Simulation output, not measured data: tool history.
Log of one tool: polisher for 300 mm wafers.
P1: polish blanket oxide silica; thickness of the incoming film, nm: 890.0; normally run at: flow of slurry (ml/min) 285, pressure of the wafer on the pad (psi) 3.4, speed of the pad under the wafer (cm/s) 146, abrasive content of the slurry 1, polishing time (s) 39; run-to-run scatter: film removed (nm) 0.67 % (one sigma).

| run | day | flow of slurry (ml/min) | pressure of the wafer on the pad (psi) | speed of the pad under the wafer (cm/s) | abrasive content of the slurry | polishing time (s) | film removed (nm) |
|---|---|---|---|---|---|---|---|
| 1 | 0.308 | 285 | 3.4 | 146 | 1 | 39 | 118.77 |
| 2 | 0.554 | 285 | 3.4 | 146 | 1 | 39 | 117.27 |
| 3 | 0.904 | 170 | 3.4 | 146 | 1 | 51 | 144.12 |
| 4 | 1.183 | 285 | 3.4 | 146 | 1 | 27 | 81.012 |
| 5 | 1.525 | 285 | 3.4 | 146 | 1 | 39 | 117.21 |
| 6 | 1.808 | 285 | 3.4 | 146 | 1 | 39 | 119.28 |
| 7 | 2.133 | 285 | 3.4 | 146 | 1.5 | 39 | 138.7 |
| 8 | 2.438 | 375 | 3.4 | 146 | 1 | 39 | 120.57 |
| 9 | 2.696 | 285 | 3.4 | 88 | 1 | 39 | 79.738 |
| 10 | 3.025 | 285 | 3.4 | 146 | 1 | 55 | 166.78 |
| 11 | 3.3 | 170 | 3.4 | 146 | 1 | 39 | 111.27 |
| 12 | 3.529 | 210 | 3.4 | 180 | 1 | 39 | 136.23 |
| 13 | 3.854 | 285 | 3.4 | 146 | 1 | 39 | 117.76 |
| 14 | 4.129 | 285 | 5.3 | 146 | 1 | 39 | 183.39 |
| 15 | 4.3 | 285 | 3.4 | 146 | 1 | 39 | 116.94 |
| 16 | 4.633 | 285 | 1.7 | 98 | 1 | 39 | 42.841 |

The next listed run, before its measurement:
|  | 4.688 | slurry blender recalibrated |
| 17 | 4.921 | 285 | 1.6 | 146 | 1 | 39 | ? |

film removed (nm): 55.545
